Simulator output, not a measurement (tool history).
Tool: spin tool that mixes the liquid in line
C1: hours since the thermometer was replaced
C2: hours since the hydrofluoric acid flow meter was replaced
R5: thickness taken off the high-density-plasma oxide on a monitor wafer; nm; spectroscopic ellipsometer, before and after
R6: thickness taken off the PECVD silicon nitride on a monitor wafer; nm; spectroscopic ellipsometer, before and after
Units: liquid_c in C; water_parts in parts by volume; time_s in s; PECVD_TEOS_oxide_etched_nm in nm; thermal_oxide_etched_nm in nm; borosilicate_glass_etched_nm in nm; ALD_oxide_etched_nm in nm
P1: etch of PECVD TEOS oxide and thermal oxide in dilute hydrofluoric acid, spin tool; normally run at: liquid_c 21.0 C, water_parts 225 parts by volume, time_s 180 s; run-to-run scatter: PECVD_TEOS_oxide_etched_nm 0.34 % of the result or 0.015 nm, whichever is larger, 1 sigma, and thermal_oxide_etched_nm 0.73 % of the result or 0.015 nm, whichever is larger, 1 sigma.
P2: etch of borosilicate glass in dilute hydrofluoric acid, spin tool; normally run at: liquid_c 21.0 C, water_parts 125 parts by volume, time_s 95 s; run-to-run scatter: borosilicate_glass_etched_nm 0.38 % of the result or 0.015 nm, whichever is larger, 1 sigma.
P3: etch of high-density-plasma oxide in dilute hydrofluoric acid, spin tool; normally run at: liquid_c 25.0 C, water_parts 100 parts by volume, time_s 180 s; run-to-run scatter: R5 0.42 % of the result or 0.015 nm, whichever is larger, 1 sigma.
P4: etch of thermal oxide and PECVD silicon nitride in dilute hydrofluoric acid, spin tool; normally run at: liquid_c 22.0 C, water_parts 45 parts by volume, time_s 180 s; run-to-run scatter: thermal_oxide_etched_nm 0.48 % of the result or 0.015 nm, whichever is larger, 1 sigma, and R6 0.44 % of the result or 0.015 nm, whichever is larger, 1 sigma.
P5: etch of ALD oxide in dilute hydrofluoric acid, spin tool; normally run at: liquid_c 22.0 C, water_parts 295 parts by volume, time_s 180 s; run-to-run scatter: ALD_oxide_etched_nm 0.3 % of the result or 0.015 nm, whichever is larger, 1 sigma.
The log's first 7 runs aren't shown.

run 8 day=4.142 | process=P1 liquid_c=21.0 water_parts=350 time_s=305 | C1=924.7 C2=807.0 | PECVD_TEOS_oxide_etched_nm=10.7900 thermal_oxide_etched_nm=2.93980
run 9 day=4.512 | process=P5 liquid_c=17.0 water_parts=295 time_s=180 | C1=933.6 C2=815.9 | ALD_oxide_etched_nm=9.3273
run 10 day=4.854 | process=P4 liquid_c=22.0 water_parts=45 time_s=180 | C1=941.8 C2=824.1 | thermal_oxide_etched_nm=18.77300 R6=5.9518
run 11 day=5.246 | process=P4 liquid_c=22.0 water_parts=45 time_s=265 | C1=951.2 C2=833.5 | thermal_oxide_etched_nm=27.64200 R6=8.7409
run 12 day=5.979 | process=P1 liquid_c=21.0 water_parts=225 time_s=180 | C1=968.8 C2=851.1 | PECVD_TEOS_oxide_etched_nm=11.1940 thermal_oxide_etched_nm=3.01000
run 13 day=6.638 | process=P1 liquid_c=21.0 water_parts=385 time_s=180 | C1=984.6 C2=866.9 | PECVD_TEOS_oxide_etched_nm=5.5741 thermal_oxide_etched_nm=1.49040
run 14 day=7.408 | process=P1 liquid_c=21.0 water_parts=225 time_s=180 | C1=1003.1 C2=885.4 | PECVD_TEOS_oxide_etched_nm=11.1430 thermal_oxide_etched_nm=3.01860
run 15 day=8.067 | process=P1 liquid_c=21.0 water_parts=225 time_s=180 | C1=1018.9 C2=901.2 | PECVD_TEOS_oxide_etched_nm=11.2090 thermal_oxide_etched_nm=3.08350
run 16 day=8.500 | process=P5 liquid_c=22.0 water_parts=295 time_s=180 | C1=1029.3 C2=911.6 | ALD_oxide_etched_nm=11.2850
run 17 day=9.054 | process=P4 liquid_c=22.0 water_parts=75 time_s=180 | C1=1042.6 C2=924.9 | thermal_oxide_etched_nm=10.78300 R6=3.6231
run 18 day=9.646 | process=P2 liquid_c=21.0 water_parts=125 time_s=95 | C1=1056.8 C2=939.1 | borosilicate_glass_etched_nm=22.914
run 19 day=9.996 | process=P1 liquid_c=21.0 water_parts=225 time_s=180 | C1=1065.2 C2=947.5 | PECVD_TEOS_oxide_etched_nm=11.1440 thermal_oxide_etched_nm=3.01170
run 20 day=10.550 | process=P1 liquid_c=21.0 water_parts=60 time_s=180 | C1=1078.5 C2=960.8 | PECVD_TEOS_oxide_etched_nm=50.0320 thermal_oxide_etched_nm=13.51300
run 21 day=11.017 | process=P5 liquid_c=22.0 water_parts=295 time_s=285 | C1=1089.7 C2=972.0 | ALD_oxide_etched_nm=17.9470
run 22 day=11.588 | process=P2 liquid_c=21.0 water_parts=125 time_s=45 | C1=1103.4 C2=985.7 | borosilicate_glass_etched_nm=10.758
run 23 day=12.358 | process=P4 liquid_c=17.5 water_parts=45 time_s=180 | C1=1121.9 C2=1004.2 | thermal_oxide_etched_nm=15.52300 R6=4.2814
run 24 day=12.725 | process=P3 liquid_c=32.5 water_parts=100 time_s=180 | C1=1130.7 C2=1013.0 | R5=12.9010
run 25 day=13.450 | process=P1 liquid_c=28.5 water_parts=225 time_s=330 | C1=1148.1 C2=1030.4 | PECVD_TEOS_oxide_etched_nm=26.7680 thermal_oxide_etched_nm=7.23860
run 26 day=13.879 | process=P3 liquid_c=25.0 water_parts=100 time_s=290 | C1=1158.4 C2=1040.7 | R5=15.4870
run 27 day=14.517 | process=P1 liquid_c=28.0 water_parts=225 time_s=180 | C1=1173.7 C2=1056.0 | PECVD_TEOS_oxide_etched_nm=14.3690 thermal_oxide_etched_nm=3.92850
run 28 day=14.900 | process=P3 liquid_c=25.0 water_parts=180 time_s=180 | C1=1182.9 C2=1065.2 | R5=4.8442
run 29 day=15.400 | process=P1 liquid_c=21.0 water_parts=225 time_s=365 | C1=1194.9 C2=1077.2 | PECVD_TEOS_oxide_etched_nm=22.6530 thermal_oxide_etched_nm=6.10890
run 30 day=15.838 | process=P3 liquid_c=25.0 water_parts=100 time_s=180 | C1=1205.4 C2=1087.7 | R5=9.6712

Run 31 comes next. What will it give?
run 31 day=16.475 | process=P2 liquid_c=21.0 water_parts=125 time_s=95 | C1=1220.7 C2=1103.0 | borosilicate_glass_etched_nm=?

Run 31 gave borosilicate_glass_etched_nm 22.883 nm.

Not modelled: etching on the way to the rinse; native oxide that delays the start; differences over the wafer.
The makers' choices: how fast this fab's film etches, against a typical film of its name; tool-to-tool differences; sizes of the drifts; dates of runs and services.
